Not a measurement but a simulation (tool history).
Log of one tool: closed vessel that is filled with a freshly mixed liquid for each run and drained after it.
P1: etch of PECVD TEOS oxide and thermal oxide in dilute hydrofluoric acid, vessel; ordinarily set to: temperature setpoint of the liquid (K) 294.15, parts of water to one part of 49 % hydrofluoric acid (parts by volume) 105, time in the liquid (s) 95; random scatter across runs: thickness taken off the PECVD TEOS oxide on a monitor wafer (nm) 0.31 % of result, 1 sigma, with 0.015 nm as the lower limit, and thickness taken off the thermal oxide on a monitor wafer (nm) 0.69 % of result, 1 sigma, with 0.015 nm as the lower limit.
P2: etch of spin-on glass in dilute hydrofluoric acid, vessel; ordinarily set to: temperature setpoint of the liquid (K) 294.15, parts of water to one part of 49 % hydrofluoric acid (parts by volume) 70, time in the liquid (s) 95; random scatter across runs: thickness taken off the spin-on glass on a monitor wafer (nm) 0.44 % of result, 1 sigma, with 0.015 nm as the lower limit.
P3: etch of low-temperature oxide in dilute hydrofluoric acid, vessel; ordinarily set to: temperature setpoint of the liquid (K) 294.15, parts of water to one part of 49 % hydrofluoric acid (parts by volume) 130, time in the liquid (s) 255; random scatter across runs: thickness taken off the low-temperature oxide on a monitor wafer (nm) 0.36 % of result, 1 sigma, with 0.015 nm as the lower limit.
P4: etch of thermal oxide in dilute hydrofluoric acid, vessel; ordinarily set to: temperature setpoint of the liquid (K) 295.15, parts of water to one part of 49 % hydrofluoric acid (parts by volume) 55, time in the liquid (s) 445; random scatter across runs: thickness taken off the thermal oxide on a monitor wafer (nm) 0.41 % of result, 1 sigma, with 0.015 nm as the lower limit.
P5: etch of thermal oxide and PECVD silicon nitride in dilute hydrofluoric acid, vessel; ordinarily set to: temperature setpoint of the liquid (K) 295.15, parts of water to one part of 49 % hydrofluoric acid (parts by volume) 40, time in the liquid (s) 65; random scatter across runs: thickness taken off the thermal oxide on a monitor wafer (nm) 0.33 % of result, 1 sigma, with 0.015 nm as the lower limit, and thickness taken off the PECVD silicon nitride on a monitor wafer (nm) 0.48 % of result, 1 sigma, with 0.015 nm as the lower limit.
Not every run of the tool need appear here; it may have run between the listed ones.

| run | day | process that ran | temperature setpoint of the liquid (K) | parts of water to one part of 49 % hydrofluoric acid (parts by volume) | time in the liquid (s) | hours since the thermometer was replaced | hours since the hydrofluoric acid flow meter was replaced | thickness taken off the PECVD TEOS oxide on a monitor wafer (nm) | thickness taken off the thermal oxide on a monitor wafer (nm) | thickness taken off the spin-on glass on a monitor wafer (nm) | thickness taken off the low-temperature oxide on a monitor wafer (nm) | thickness taken off the PECVD silicon nitride on a monitor wafer (nm) |
|---|---|---|---|---|---|---|---|---|---|---|---|---|
| 1 | 0.308 | P1 | 294.15 | 105 | 95 | 721.0 | 176.0 | 9.1767 | 3.9973 |  |  |  |
| 2 | 0.775 | P2 | 301.65 | 70 | 95 | 732.2 | 187.2 |  |  | 77.084 |  |  |
| 3 | 1.038 | P3 | 294.15 | 235 | 255 | 738.5 | 193.5 |  |  |  | 13.282 |  |
| 4 | 1.508 | P5 | 295.15 | 40 | 65 | 749.8 | 204.8 |  | 7.4954 |  |  | 5.4210 |
| 5 | 1.746 | P1 | 294.15 | 105 | 95 | 755.5 | 210.5 | 9.2321 | 3.9580 |  |  |  |
| 6 | 2.192 | P1 | 294.15 | 105 | 55 | 766.2 | 221.2 | 5.3518 | 2.2970 |  |  |  |
|  | 2.362 | hydrofluoric acid flow meter replaced |
| 7 | 2.483 | P2 | 294.15 | 125 | 95 | 773.2 | 2.9 |  |  | 30.150 |  |  |
| 8 | 2.717 | P1 | 294.15 | 105 | 170 | 778.8 | 8.5 | 16.4010 | 7.0867 |  |  |  |
| 9 | 3.008 | P1 | 294.15 | 30 | 95 | 785.8 | 15.5 | 35.3710 | 15.2860 |  |  |  |
| 10 | 3.350 | P1 | 290.15 | 105 | 95 | 794.0 | 23.7 | 7.7875 | 3.4324 |  |  |  |
| 11 | 3.746 | P2 | 294.15 | 70 | 30 | 803.5 | 33.2 |  |  | 18.055 |  |  |
| 12 | 4.062 | P3 | 301.65 | 130 | 255 | 811.1 | 40.8 |  |  |  | 35.776 |  |
| 13 | 4.329 | P1 | 290.15 | 105 | 170 | 817.5 | 47.2 | 13.9740 | 6.0610 |  |  |  |
| 14 | 4.738 | P1 | 294.15 | 105 | 95 | 827.3 | 57.0 | 9.1812 | 3.9160 |  |  |  |
| 15 | 5.175 | P1 | 294.15 | 105 | 95 | 837.8 | 67.5 | 9.1822 | 3.9847 |  |  |  |
| 16 | 5.588 | P1 | 294.15 | 105 | 95 | 847.7 | 77.4 | 9.2742 | 4.0001 |  |  |  |
| 17 | 5.950 | P2 | 294.15 | 70 | 95 | 856.4 | 86.1 |  |  | 56.518 |  |  |
| 18 | 6.262 | P3 | 294.15 | 130 | 255 | 863.9 | 93.6 |  |  |  | 26.806 |  |
| 19 | 6.529 | P3 | 294.15 | 130 | 410 | 870.3 | 100.0 |  |  |  | 42.975 |  |
| 20 | 6.950 | P1 | 299.15 | 105 | 95 | 880.4 | 110.1 | 11.2050 | 4.7917 |  |  |  |
| 21 | 7.404 | P5 | 295.15 | 20 | 65 | 891.3 | 121.0 |  | 15.3350 |  |  | 10.5030 |
| 22 | 7.725 | P5 | 300.65 | 40 | 65 | 899.0 | 128.7 |  | 9.3978 |  |  | 7.8482 |
| 23 | 7.983 | P1 | 294.15 | 170 | 95 | 905.2 | 134.9 | 5.3096 | 2.2924 |  |  |  |
| 24 | 8.338 | P4 | 295.15 | 30 | 445 | 913.7 | 143.4 |  | 71.1130 |  |  |  |
| 25 | 8.679 | P4 | 295.15 | 55 | 445 | 921.9 | 151.6 |  | 37.5480 |  |  |  |
| 26 | 9.112 | P4 | 295.15 | 55 | 140 | 932.3 | 162.0 |  | 11.8270 |  |  |  |
| 27 | 9.467 | P1 | 294.15 | 105 | 95 | 940.8 | 170.5 | 9.2425 | 4.0237 |  |  |  |
| 28 | 9.779 | P1 | 290.15 | 30 | 95 | 948.3 | 178.0 | 29.7390 | 12.8480 |  |  |  |
| 29 | 10.183 | P4 | 291.15 | 55 | 445 | 958.0 | 187.7 |  | 31.5040 |  |  |  |
| 30 | 10.442 | P2 | 294.15 | 70 | 95 | 964.2 | 193.9 |  |  | 56.772 |  |  |
| 31 | 10.912 | P4 | 295.15 | 55 | 445 | 975.5 | 205.2 |  | 37.9230 |  |  |  |
| 32 | 11.279 | P5 | 295.15 | 40 | 65 | 984.3 | 214.0 |  | 7.4448 |  |  | 5.3900 |
| 33 | 11.583 | P5 | 295.15 | 40 | 30 | 991.6 | 221.3 |  | 3.4783 |  |  | 2.5220 |
| 34 | 12.062 | P1 | 294.15 | 105 | 95 | 1003.1 | 232.8 | 9.2161 | 4.0191 |  |  |  |
| 35 | 12.442 | P1 | 294.15 | 105 | 95 | 1012.2 | 241.9 | 9.5078 | 4.1517 |  |  |  |
| 36 | 12.875 | P1 | 294.15 | 105 | 95 | 1022.6 | 252.3 | 9.5924 | 4.1766 |  |  |  |
| 37 | 13.092 | P1 | 294.15 | 105 | 95 | 1027.8 | 257.5 | 9.6870 | 4.1835 |  |  |  |
| 38 | 13.312 | P1 | 294.15 | 105 | 95 | 1033.1 | 262.8 | 9.7837 | 4.2169 |  |  |  |
| 39 | 13.779 | P1 | 294.15 | 105 | 95 | 1044.3 | 274.0 | 9.7724 | 4.2807 |  |  |  |
| 40 | 14.179 | P1 | 294.15 | 105 | 95 | 1053.9 | 283.6 | 9.8319 | 4.2271 |  |  |  |
| 41 | 14.521 | P1 | 294.15 | 105 | 95 | 1062.1 | 291.8 | 9.9514 | 4.2848 |  |  |  |
| 42 | 14.733 | P1 | 294.15 | 105 | 95 | 1067.2 | 296.9 | 9.9373 | 4.2984 |  |  |  |
| 43 | 15.088 | P1 | 294.15 | 105 | 95 | 1075.7 | 305.4 | 9.9261 | 4.2744 |  |  |  |
| 44 | 15.567 | P1 | 294.15 | 105 | 95 | 1087.2 | 316.9 | 10.0260 | 4.3175 |  |  |  |
| 45 | 15.988 | P1 | 294.15 | 105 | 95 | 1097.3 | 327.0 | 10.0080 | 4.3092 |  |  |  |

Something has made what P1 gives creep away from where it was; the 2 causes below, each at its own stated size, fit the log equally well:
A: hydrofluoric acid flow above the setpoint (%) = 7.14
B: liquid hotter than its thermometer reads (K) = 1.92
The creep began at about day 12.062.

The check runs listed below each take one wafer, and their results are still question marks. Under which run would the listed causes lead to clearly different results?
| check 1 | 16.408 | P3 | 294.15 | 130 | 255 |  |  |  |  |  | ? |  |
| check 2 | 16.408 | P2 | 294.15 | 70 | 95 |  |  |  |  | ? |  |  |
| check 3 | 16.408 | P5 | 295.15 | 40 | 65 |  |  |  | ? |  |  | ? |
| check 4 | 16.408 | P4 | 295.15 | 55 | 445 |  |  |  | ? |  |  |  |

Check results expected under each cause:
| check | result | if A | if B |
|---|---|---|---|
| check 1 | thickness taken off the low-temperature oxide on a monitor wafer (nm) | 29.054 | 28.980 |
| check 2 | thickness taken off the spin-on glass on a monitor wafer (nm) | 61.106 | 61.391 |
| check 3 | thickness taken off the thermal oxide on a monitor wafer (nm) | 8.0385 | 8.1015 |
| check 3 | thickness taken off the PECVD silicon nitride on a monitor wafer (nm) | 5.8195 | 6.2044 |
| check 4 | thickness taken off the thermal oxide on a monitor wafer (nm) | 40.5640 | 40.7960 |
Smallest distance between any two causes, each pair judged by its most separating result, in per cent: check 1 0.26 %; check 2 0.46 %; check 3 6.41 %; check 4 0.57 %
Check 3 distinguishes between the causes, while the remaining checks would return nearly the same result for all of them.

Running check 3 produced the following: thickness taken off the thermal oxide on a monitor wafer (nm) 8.1243; thickness taken off the PECVD silicon nitride on a monitor wafer (nm) 6.1815. Which one of the listed causes fits?

It was cause B: liquid hotter than its thermometer reads (K).

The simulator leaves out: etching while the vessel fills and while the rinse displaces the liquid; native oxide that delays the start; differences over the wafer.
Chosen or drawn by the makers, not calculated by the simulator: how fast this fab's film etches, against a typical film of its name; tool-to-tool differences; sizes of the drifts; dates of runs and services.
